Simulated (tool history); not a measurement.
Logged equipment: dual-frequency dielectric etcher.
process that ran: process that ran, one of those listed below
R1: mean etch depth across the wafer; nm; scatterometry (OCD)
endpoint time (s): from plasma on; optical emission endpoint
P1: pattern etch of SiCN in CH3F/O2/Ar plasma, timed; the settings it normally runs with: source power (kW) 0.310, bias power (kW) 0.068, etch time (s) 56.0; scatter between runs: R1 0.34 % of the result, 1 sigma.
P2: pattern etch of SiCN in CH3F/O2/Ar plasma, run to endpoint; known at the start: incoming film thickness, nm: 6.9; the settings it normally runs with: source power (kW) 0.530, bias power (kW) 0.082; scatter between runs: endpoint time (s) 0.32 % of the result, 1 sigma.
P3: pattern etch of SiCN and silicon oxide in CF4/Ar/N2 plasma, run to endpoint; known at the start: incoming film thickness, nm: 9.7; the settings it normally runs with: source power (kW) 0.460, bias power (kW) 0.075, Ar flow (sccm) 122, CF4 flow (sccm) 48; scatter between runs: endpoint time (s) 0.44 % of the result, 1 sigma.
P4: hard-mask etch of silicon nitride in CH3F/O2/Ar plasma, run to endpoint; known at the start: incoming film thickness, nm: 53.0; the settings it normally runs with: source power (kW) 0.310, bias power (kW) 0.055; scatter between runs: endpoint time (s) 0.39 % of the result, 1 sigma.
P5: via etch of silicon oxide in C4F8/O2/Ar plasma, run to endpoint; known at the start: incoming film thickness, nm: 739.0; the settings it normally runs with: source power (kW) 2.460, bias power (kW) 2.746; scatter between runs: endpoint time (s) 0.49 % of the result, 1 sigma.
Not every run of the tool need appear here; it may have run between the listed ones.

run 1 hour=10.8 | process_that_ran=P1 source_power_(kW)=0.310 bias_power_(kW)=0.068 etch_time_(s)=56.0 | R1=18.576
run 2 hour=24.3 | process_that_ran=P5 source_power_(kW)=2.460 bias_power_(kW)=2.746 | endpoint_time_(s)=125.3100
run 3 hour=35.9 | process_that_ran=P3 source_power_(kW)=0.460 bias_power_(kW)=0.075 Ar_flow_(sccm)=168 CF4_flow_(sccm)=48 | endpoint_time_(s)=12.7380
run 4 hour=46.9 | process_that_ran=P2 source_power_(kW)=0.530 bias_power_(kW)=0.110 | endpoint_time_(s)=14.0970
-- hour=62.4 wet clean of the chamber
run 5 hour=64.6 | process_that_ran=P1 source_power_(kW)=0.310 bias_power_(kW)=0.068 etch_time_(s)=35.5 | R1=11.850
run 6 hour=79.5 | process_that_ran=P3 source_power_(kW)=0.620 bias_power_(kW)=0.075 Ar_flow_(sccm)=122 CF4_flow_(sccm)=48 | endpoint_time_(s)=9.3102
run 7 hour=95.5 | process_that_ran=P1 source_power_(kW)=0.310 bias_power_(kW)=0.092 etch_time_(s)=56.0 | R1=20.863
run 8 hour=109.8 | process_that_ran=P1 source_power_(kW)=0.230 bias_power_(kW)=0.068 etch_time_(s)=56.0 | R1=16.725
run 9 hour=121.0 | process_that_ran=P3 source_power_(kW)=0.460 bias_power_(kW)=0.075 Ar_flow_(sccm)=122 CF4_flow_(sccm)=57 | endpoint_time_(s)=11.6990
run 10 hour=135.2 | process_that_ran=P1 source_power_(kW)=0.310 bias_power_(kW)=0.068 etch_time_(s)=83.0 | R1=27.697
run 11 hour=150.4 | process_that_ran=P3 source_power_(kW)=0.460 bias_power_(kW)=0.089 Ar_flow_(sccm)=122 CF4_flow_(sccm)=48 | endpoint_time_(s)=11.3820
run 12 hour=163.8 | process_that_ran=P3 source_power_(kW)=0.460 bias_power_(kW)=0.075 Ar_flow_(sccm)=122 CF4_flow_(sccm)=48 | endpoint_time_(s)=12.0140
run 13 hour=173.0 | process_that_ran=P4 source_power_(kW)=0.310 bias_power_(kW)=0.042 | endpoint_time_(s)=100.0200
run 14 hour=183.4 | process_that_ran=P4 source_power_(kW)=0.200 bias_power_(kW)=0.055 | endpoint_time_(s)=109.0600
run 15 hour=191.7 | process_that_ran=P1 source_power_(kW)=0.400 bias_power_(kW)=0.068 etch_time_(s)=41.0 | R1=15.062
run 16 hour=204.2 | process_that_ran=P1 source_power_(kW)=0.400 bias_power_(kW)=0.068 etch_time_(s)=68.5 | R1=25.145
-- hour=213.8 source power generator calibrated
run 17 hour=220.5 | process_that_ran=P3 source_power_(kW)=0.460 bias_power_(kW)=0.075 Ar_flow_(sccm)=122 CF4_flow_(sccm)=48 | endpoint_time_(s)=11.9740
run 18 hour=237.0 | process_that_ran=P1 source_power_(kW)=0.310 bias_power_(kW)=0.068 etch_time_(s)=56.0 | R1=18.638
run 19 hour=253.0 | process_that_ran=P2 source_power_(kW)=0.530 bias_power_(kW)=0.082 | endpoint_time_(s)=15.5930
run 20 hour=266.5 | process_that_ran=P5 source_power_(kW)=1.880 bias_power_(kW)=2.746 | endpoint_time_(s)=137.0600
run 21 hour=278.4 | process_that_ran=P1 source_power_(kW)=0.310 bias_power_(kW)=0.068 etch_time_(s)=56.0 | R1=18.816
run 22 hour=294.5 | process_that_ran=P1 source_power_(kW)=0.310 bias_power_(kW)=0.068 etch_time_(s)=56.0 | R1=18.650
run 23 hour=302.3 | process_that_ran=P1 source_power_(kW)=0.310 bias_power_(kW)=0.047 etch_time_(s)=56.0 | R1=16.544
run 24 hour=317.7 | process_that_ran=P1 source_power_(kW)=0.310 bias_power_(kW)=0.068 etch_time_(s)=56.0 | R1=18.846
run 25 hour=329.1 | process_that_ran=P4 source_power_(kW)=0.310 bias_power_(kW)=0.055 | endpoint_time_(s)=91.9170
run 26 hour=343.7 | process_that_ran=P5 source_power_(kW)=2.460 bias_power_(kW)=3.820 | endpoint_time_(s)=111.9500
run 27 hour=353.5 | process_that_ran=P1 source_power_(kW)=0.310 bias_power_(kW)=0.068 etch_time_(s)=56.0 | R1=18.701
run 28 hour=364.3 | process_that_ran=P1 source_power_(kW)=0.400 bias_power_(kW)=0.068 etch_time_(s)=56.0 | R1=20.700
run 29 hour=378.8 | process_that_ran=P2 source_power_(kW)=0.720 bias_power_(kW)=0.082 | endpoint_time_(s)=13.8960
run 30 hour=387.9 | process_that_ran=P1 source_power_(kW)=0.310 bias_power_(kW)=0.068 etch_time_(s)=56.0 | R1=18.693
run 31 hour=400.9 | process_that_ran=P5 source_power_(kW)=2.460 bias_power_(kW)=2.746 | endpoint_time_(s)=124.9200
run 32 hour=409.2 | process_that_ran=P1 source_power_(kW)=0.310 bias_power_(kW)=0.068 etch_time_(s)=56.0 | R1=18.734
run 33 hour=421.2 | process_that_ran=P1 source_power_(kW)=0.310 bias_power_(kW)=0.068 etch_time_(s)=56.0 | R1=18.582
run 34 hour=434.6 | process_that_ran=P1 source_power_(kW)=0.310 bias_power_(kW)=0.068 etch_time_(s)=56.0 | R1=18.386
run 35 hour=443.7 | process_that_ran=P1 source_power_(kW)=0.310 bias_power_(kW)=0.068 etch_time_(s)=56.0 | R1=18.518
run 36 hour=454.8 | process_that_ran=P1 source_power_(kW)=0.310 bias_power_(kW)=0.068 etch_time_(s)=56.0 | R1=18.399
-- hour=456.8 wet clean of the chamber
run 37 hour=468.8 | process_that_ran=P1 source_power_(kW)=0.310 bias_power_(kW)=0.068 etch_time_(s)=56.0 | R1=18.412
run 38 hour=486.2 | process_that_ran=P1 source_power_(kW)=0.310 bias_power_(kW)=0.068 etch_time_(s)=56.0 | R1=18.521
run 39 hour=497.0 | process_that_ran=P1 source_power_(kW)=0.310 bias_power_(kW)=0.068 etch_time_(s)=56.0 | R1=18.296
run 40 hour=505.4 | process_that_ran=P1 source_power_(kW)=0.310 bias_power_(kW)=0.068 etch_time_(s)=56.0 | R1=18.265
run 41 hour=513.6 | process_that_ran=P1 source_power_(kW)=0.310 bias_power_(kW)=0.068 etch_time_(s)=56.0 | R1=18.408

P1 no longer gives what it gave before; its output has crept away from where it was. The following 2 causes, each at its listed size, fit the log equally well:
A: bias power that arrives under what is set, % = 4.74
B: source power that arrives under what is set, % = 4.48
The drift started at roughly hour 409.2.
Other possible causes, and why each is ruled out:
chamber walls in a state that lowers the etch rate, %: serviced at hour 456.8, after the change had begun; the process did not return to its earlier output

The list below offers 4 check runs, each averaging the results of 2 wafers, and shows each result as a question mark. For which of them would the listed causes give clearly different results?
run check 1 hour=521.8 | process_that_ran=P5 source_power_(kW)=2.460 bias_power_(kW)=2.746 | endpoint_time_(s)=?
run check 2 hour=521.8 | process_that_ran=P4 source_power_(kW)=0.310 bias_power_(kW)=0.055 | endpoint_time_(s)=?
run check 3 hour=521.8 | process_that_ran=P3 source_power_(kW)=0.460 bias_power_(kW)=0.075 Ar_flow_(sccm)=122 CF4_flow_(sccm)=48 | endpoint_time_(s)=?
run check 4 hour=521.8 | process_that_ran=P2 source_power_(kW)=0.530 bias_power_(kW)=0.082 | endpoint_time_(s)=?

What each check would give under each cause:
check=check_1 result=endpoint_time_(s) if_A=125.6400 if_B=126.0800
check=check_2 result=endpoint_time_(s) if_A=93.3700 if_B=93.5330
check=check_3 result=endpoint_time_(s) if_A=12.2850 if_B=12.5570
check=check_4 result=endpoint_time_(s) if_A=15.9190 if_B=15.9190
Per-check spread between the two closest causes, in the result where they differ most: check 1 0.35 %; check 2 0.17 %; check 3 2.19 %; check 4 0 %
Check 3 distinguishes between the causes, while the remaining checks would return nearly the same result for all of them.

Check 3 was carried out, with these results: endpoint time (s) 12.3580. Which of the listed causes is responsible?

It is A: bias power that arrives under what is set, %.
